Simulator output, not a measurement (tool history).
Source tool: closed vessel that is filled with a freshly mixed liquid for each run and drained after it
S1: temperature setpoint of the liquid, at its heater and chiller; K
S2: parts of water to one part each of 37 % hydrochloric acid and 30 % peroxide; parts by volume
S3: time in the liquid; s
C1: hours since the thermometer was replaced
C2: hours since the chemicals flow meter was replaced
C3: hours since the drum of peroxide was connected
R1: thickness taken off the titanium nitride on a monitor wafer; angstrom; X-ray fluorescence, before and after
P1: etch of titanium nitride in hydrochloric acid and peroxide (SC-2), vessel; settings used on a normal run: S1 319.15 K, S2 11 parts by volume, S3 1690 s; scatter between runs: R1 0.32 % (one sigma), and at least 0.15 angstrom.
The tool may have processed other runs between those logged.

run   hour      S1  S2    S3      C1     C2     C3      R1
  1    6.1  319.15  11  1690  1063.6  568.3  387.4  204.98
  2   13.9  319.15  11  1690  1071.4  576.1  395.2  203.47
  3   22.6  308.15  11  1690  1080.1  584.8  403.9  93.582
  4   34.7  319.15  11  1690  1092.2  596.9    416   204.7
  5   44.3  319.15  11  1690  1101.8  606.5  425.6  203.55
  6     56  319.15  11  2980  1113.5  618.2  437.3  359.63
  7   68.2  319.15  19  1690  1125.7  630.4  449.5  125.65
  8   77.3  319.15  11  1690  1134.8  639.5  458.6  204.61
  9   83.8  319.15  11  1690  1141.3    646  465.1  203.45
 10   95.8  312.65   4  1690  1153.3    658  477.1  281.65
 11  107.9  319.15  11  1690  1165.4  670.1  489.2  202.85
 12  119.7  329.15  11  1690  1177.2  681.9    501  395.43

Run 13 is up next; what results do you expect?
 13  128.7  319.15   4  1690  1186.2  690.9  510   ?

{"run 13": {"R1": 441.85}}

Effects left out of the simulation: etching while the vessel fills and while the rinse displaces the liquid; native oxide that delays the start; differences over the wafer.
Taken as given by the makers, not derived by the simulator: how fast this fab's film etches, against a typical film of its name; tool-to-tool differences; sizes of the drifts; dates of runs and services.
